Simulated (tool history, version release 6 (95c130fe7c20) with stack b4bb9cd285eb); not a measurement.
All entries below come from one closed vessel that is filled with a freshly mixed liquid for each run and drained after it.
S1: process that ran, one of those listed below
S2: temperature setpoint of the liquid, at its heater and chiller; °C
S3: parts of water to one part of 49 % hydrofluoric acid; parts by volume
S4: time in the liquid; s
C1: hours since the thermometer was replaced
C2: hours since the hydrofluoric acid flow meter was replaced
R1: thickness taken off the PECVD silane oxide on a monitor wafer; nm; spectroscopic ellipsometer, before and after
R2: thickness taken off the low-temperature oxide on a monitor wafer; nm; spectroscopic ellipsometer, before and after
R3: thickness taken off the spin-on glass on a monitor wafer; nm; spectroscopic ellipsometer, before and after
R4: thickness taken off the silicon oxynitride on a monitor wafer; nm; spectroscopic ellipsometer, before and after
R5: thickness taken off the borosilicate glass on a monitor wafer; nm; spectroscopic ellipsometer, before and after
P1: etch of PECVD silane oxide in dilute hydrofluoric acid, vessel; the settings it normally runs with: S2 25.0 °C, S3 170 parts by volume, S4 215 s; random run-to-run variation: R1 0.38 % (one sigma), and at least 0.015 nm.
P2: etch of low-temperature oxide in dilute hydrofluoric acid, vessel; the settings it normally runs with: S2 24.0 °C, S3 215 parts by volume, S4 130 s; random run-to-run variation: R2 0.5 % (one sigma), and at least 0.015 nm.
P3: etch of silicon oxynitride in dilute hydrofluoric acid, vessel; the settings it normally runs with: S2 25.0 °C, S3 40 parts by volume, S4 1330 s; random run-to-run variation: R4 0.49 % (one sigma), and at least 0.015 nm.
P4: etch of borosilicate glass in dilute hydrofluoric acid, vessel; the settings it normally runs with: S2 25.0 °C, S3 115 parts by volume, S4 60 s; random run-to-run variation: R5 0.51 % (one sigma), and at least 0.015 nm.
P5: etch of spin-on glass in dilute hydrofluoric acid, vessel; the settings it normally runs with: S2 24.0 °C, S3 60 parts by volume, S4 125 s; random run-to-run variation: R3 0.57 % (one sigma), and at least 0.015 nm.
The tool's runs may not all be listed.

run   hour  S1    S2   S3    S4      C1     C2       R1       R2      R3       R4       R5
  1   14.9  P1  25.0  170   215   813.0  151.3  25.1800
  2   27.3  P2  19.5  215   130   825.4  163.7           15.2210
  3   38.2  P5  24.0   60   225   836.3  174.6                    81.468
  4   47.4  P1  17.5  170   215   845.5  183.8  18.8260
  5   58.0  P1  25.0   60   215   856.1  194.4  81.9830
  6   73.0  P3  25.0   20  1330   871.1  209.4                            107.530
  7   85.6  P5  31.0   60   125   883.7  222.0                    59.739
  8   98.7  P4  30.0  115    60   896.8  235.1                                     17.3370
  9  108.4  P1  19.0  250   215   906.5  244.8  12.6110
 10  121.3  P3  25.0   40   430   919.4  257.7                             17.061
 11  128.1  P1  25.0  170   215   926.2  264.5  25.3450
 12  137.9  P5  24.0  105   125   936.0  274.3                    24.610
 13  147.3  P4  25.0  115    30   945.4  283.7                                      7.2403
 14  159.0  P3  25.0   40  1330   957.1  295.4                             53.721
 15  170.7  P2  24.0  215    30   968.8  307.1            4.1825
 16  179.1  P1  25.0  170   320   977.2  315.5  37.4710
 17  190.5  P4  25.0  115    60   988.6  326.9                                     14.6250
 18  203.2  P3  17.5   40  1330  1001.3  339.6                             36.546
 19  212.0  P1  25.0  170   215  1010.1  348.4  25.2540
 20  225.7  P4  25.0   25    60  1023.8  362.1                                     74.9880
 21  235.6  P2  24.0  215   130  1033.7  372.0           18.1700
 22  250.7  P5  24.0   60   125  1048.8  387.1                    45.199
     257.1  -- hydrofluoric acid flow meter replaced
 23  261.5  P2  24.0  315   130  1059.6    4.4           11.1720
 24  274.0  P1  25.0  250   215  1072.1   16.9  15.7720
 25  287.7  P1  25.0  170    60  1085.8   30.6   7.1006
 26  299.0  P1  28.5  170   215  1097.1   41.9  28.6460
 27  312.9  P1  25.0  170   215  1111.0   55.8  25.0950
 28  326.4  P1  25.0  170   215  1124.5   69.3  25.1800
 29  339.5  P1  25.0  170   215  1137.6   82.4  26.3850
 30  353.9  P1  25.0  170   215  1152.0   96.8  26.8200
 31  360.8  P1  25.0  170   215  1158.9  103.7  27.1070
 32  368.2  P1  25.0  170   215  1166.3  111.1  27.3630
 33  380.0  P1  25.0  170   215  1178.1  122.9  27.4160
 34  389.2  P1  25.0  170   215  1187.3  132.1  27.3030
 35  399.6  P1  25.0  170   215  1197.7  142.5  27.3710
 36  408.5  P1  25.0  170   215  1206.6  151.4  27.5300

Something has made what P1 gives creep away from where it was; the 2 causes below, each at its own stated size, fit the log equally well:
A: liquid hotter than its thermometer reads (K) = 2.4
B: hydrofluoric acid flow above the setpoint (%) = 7.69
The creep began at about hour 326.4.

4 check runs are offered, one wafer each, their results left as question marks. Which one tells the causes apart?
check 1  417.4  P3  18.5   40  605                       ?
check 2  417.4  P2  24.0  300   30               ?
check 3  417.4  P5  30.0   90  125                   ?
check 4  417.4  P4  25.0  115   30                           ?

Check results expected under each cause:
  check  result    if A    if B
check 1      R4  19.799  18.910
check 2      R2  2.9842  3.0233
check 3      R3  40.136  39.880
check 4      R5  7.9600  7.8974
How far apart the two closest causes lie, in the result that separates them most: check 1 4.59 %; check 2 1.3 %; check 3 0.64 %; check 4 0.79 %
Check 1 distinguishes between the causes, while the remaining checks would return nearly the same result for all of them.

Then check 1 was run and gave: R4 19.664 nm. Which cause is it?

A is the cause: liquid hotter than its thermometer reads (K).

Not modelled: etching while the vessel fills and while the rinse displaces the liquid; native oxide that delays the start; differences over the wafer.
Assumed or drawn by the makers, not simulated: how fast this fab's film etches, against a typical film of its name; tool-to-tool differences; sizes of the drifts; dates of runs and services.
